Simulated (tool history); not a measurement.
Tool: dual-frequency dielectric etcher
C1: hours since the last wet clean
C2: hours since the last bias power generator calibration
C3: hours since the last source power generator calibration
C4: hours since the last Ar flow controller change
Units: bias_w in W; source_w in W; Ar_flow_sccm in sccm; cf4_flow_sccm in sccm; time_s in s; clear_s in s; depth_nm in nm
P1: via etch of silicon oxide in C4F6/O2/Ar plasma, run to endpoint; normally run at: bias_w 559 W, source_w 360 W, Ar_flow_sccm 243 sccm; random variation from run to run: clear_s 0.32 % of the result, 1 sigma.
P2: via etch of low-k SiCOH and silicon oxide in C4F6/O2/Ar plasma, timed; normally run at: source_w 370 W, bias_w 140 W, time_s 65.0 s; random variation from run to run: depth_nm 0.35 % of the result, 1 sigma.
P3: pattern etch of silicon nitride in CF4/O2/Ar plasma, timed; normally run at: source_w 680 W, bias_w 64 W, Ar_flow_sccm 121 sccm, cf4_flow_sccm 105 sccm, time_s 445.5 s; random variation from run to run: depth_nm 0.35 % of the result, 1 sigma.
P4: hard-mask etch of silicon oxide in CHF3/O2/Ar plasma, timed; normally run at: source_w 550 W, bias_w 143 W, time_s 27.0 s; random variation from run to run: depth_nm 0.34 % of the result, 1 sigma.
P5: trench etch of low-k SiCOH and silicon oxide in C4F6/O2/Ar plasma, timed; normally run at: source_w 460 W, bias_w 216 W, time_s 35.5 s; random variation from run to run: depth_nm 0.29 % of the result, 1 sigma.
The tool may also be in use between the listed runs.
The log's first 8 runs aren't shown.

{"run": 9, "day": 2.467, "process": "P3", "bias_w": 64, "source_w": 960, "Ar_flow_sccm": 121, "cf4_flow_sccm": 105, "time_s": 445.5, "C1": 475.1, "C2": 534.3, "C3": 2231.6, "C4": 2140.0, "depth_nm": 1590.7}
{"run": 10, "day": 2.817, "process": "P3", "bias_w": 64, "source_w": 680, "Ar_flow_sccm": 121, "cf4_flow_sccm": 105, "time_s": 445.5, "C1": 483.5, "C2": 542.7, "C3": 2240.0, "C4": 2148.4, "depth_nm": 1176.9}
{"run": 11, "day": 3.058, "process": "P1", "bias_w": 559, "source_w": 470, "Ar_flow_sccm": 243, "C1": 489.3, "C2": 548.5, "C3": 2245.8, "C4": 2154.2, "clear_s": 37.084}
{"run": 12, "day": 3.4, "process": "P5", "bias_w": 216, "source_w": 260, "time_s": 35.5, "C1": 497.5, "C2": 556.7, "C3": 2254.0, "C4": 2162.4, "depth_nm": 104.67}
{"run": 13, "day": 3.704, "process": "P5", "bias_w": 216, "source_w": 460, "time_s": 23.0, "C1": 504.8, "C2": 564.0, "C3": 2261.3, "C4": 2169.7, "depth_nm": 84.278}
{"run": 14, "day": 3.95, "process": "P3", "bias_w": 64, "source_w": 680, "Ar_flow_sccm": 121, "cf4_flow_sccm": 105, "time_s": 445.5, "C1": 510.7, "C2": 569.9, "C3": 2267.2, "C4": 2175.6, "depth_nm": 1186.6}
{"run": 15, "day": 4.171, "process": "P3", "bias_w": 64, "source_w": 680, "Ar_flow_sccm": 121, "cf4_flow_sccm": 64, "time_s": 445.5, "C1": 516.0, "C2": 575.2, "C3": 2272.5, "C4": 2180.9, "depth_nm": 1113.1}
{"run": 16, "day": 4.358, "process": "P1", "bias_w": 559, "source_w": 360, "Ar_flow_sccm": 243, "C1": 520.5, "C2": 579.7, "C3": 2277.0, "C4": 2185.4, "clear_s": 40.866}
{"run": 17, "day": 4.608, "process": "P4", "bias_w": 143, "source_w": 550, "time_s": 35.5, "C1": 526.5, "C2": 585.7, "C3": 2283.0, "C4": 2191.4, "depth_nm": 63.184}
{"run": 18, "day": 4.9, "process": "P2", "bias_w": 184, "source_w": 370, "time_s": 65.0, "C1": 533.5, "C2": 592.7, "C3": 2290.0, "C4": 2198.4, "depth_nm": 179.93}
{"run": 19, "day": 5.258, "process": "P3", "bias_w": 41, "source_w": 680, "Ar_flow_sccm": 121, "cf4_flow_sccm": 105, "time_s": 445.5, "C1": 542.1, "C2": 601.3, "C3": 2298.6, "C4": 2207.0, "depth_nm": 998.73}
{"run": 20, "day": 5.483, "process": "P4", "bias_w": 143, "source_w": 690, "time_s": 27.0, "C1": 547.5, "C2": 606.7, "C3": 2304.0, "C4": 2212.4, "depth_nm": 52.469}
{"run": 21, "day": 5.692, "process": "P2", "bias_w": 140, "source_w": 240, "time_s": 65.0, "C1": 552.5, "C2": 611.7, "C3": 2309.0, "C4": 2217.4, "depth_nm": 138.58}
{"run": 22, "day": 5.912, "process": "P1", "bias_w": 559, "source_w": 360, "Ar_flow_sccm": 243, "C1": 557.8, "C2": 617.0, "C3": 2314.3, "C4": 2222.7, "clear_s": 40.565}
{"run": 23, "day": 6.292, "process": "P3", "bias_w": 64, "source_w": 680, "Ar_flow_sccm": 149, "cf4_flow_sccm": 105, "time_s": 445.5, "C1": 566.9, "C2": 626.1, "C3": 2323.4, "C4": 2231.8, "depth_nm": 1150.3}
{"run": 24, "day": 6.625, "process": "P1", "bias_w": 663, "source_w": 360, "Ar_flow_sccm": 243, "C1": 574.9, "C2": 634.1, "C3": 2331.4, "C4": 2239.8, "clear_s": 38.161}
{"run": 25, "day": 6.854, "process": "P1", "bias_w": 559, "source_w": 360, "Ar_flow_sccm": 340, "C1": 580.4, "C2": 639.6, "C3": 2336.9, "C4": 2245.3, "clear_s": 42.265}
{"run": 26, "day": 7.133, "process": "P2", "bias_w": 140, "source_w": 370, "time_s": 65.0, "C1": 587.1, "C2": 646.3, "C3": 2343.6, "C4": 2252.0, "depth_nm": 164.02}
{"run": 27, "day": 7.496, "process": "P1", "bias_w": 436, "source_w": 360, "Ar_flow_sccm": 243, "C1": 595.8, "C2": 655.0, "C3": 2352.3, "C4": 2260.7, "clear_s": 44.852}
{"day": 7.592, "done": "wet clean of the chamber"}
{"run": 28, "day": 7.708, "process": "P1", "bias_w": 559, "source_w": 230, "Ar_flow_sccm": 243, "C1": 2.9, "C2": 660.1, "C3": 2357.4, "C4": 2265.8, "clear_s": 48.091}

The next listed run, before its measurement:
{"run": 29, "day": 8.038, "process": "P1", "bias_w": 559, "source_w": 360, "Ar_flow_sccm": 143, "C1": 10.8, "C2": 668.0, "C3": 2365.3, "C4": 2273.7, "clear_s": "?"}

clear_s: 38.310 s
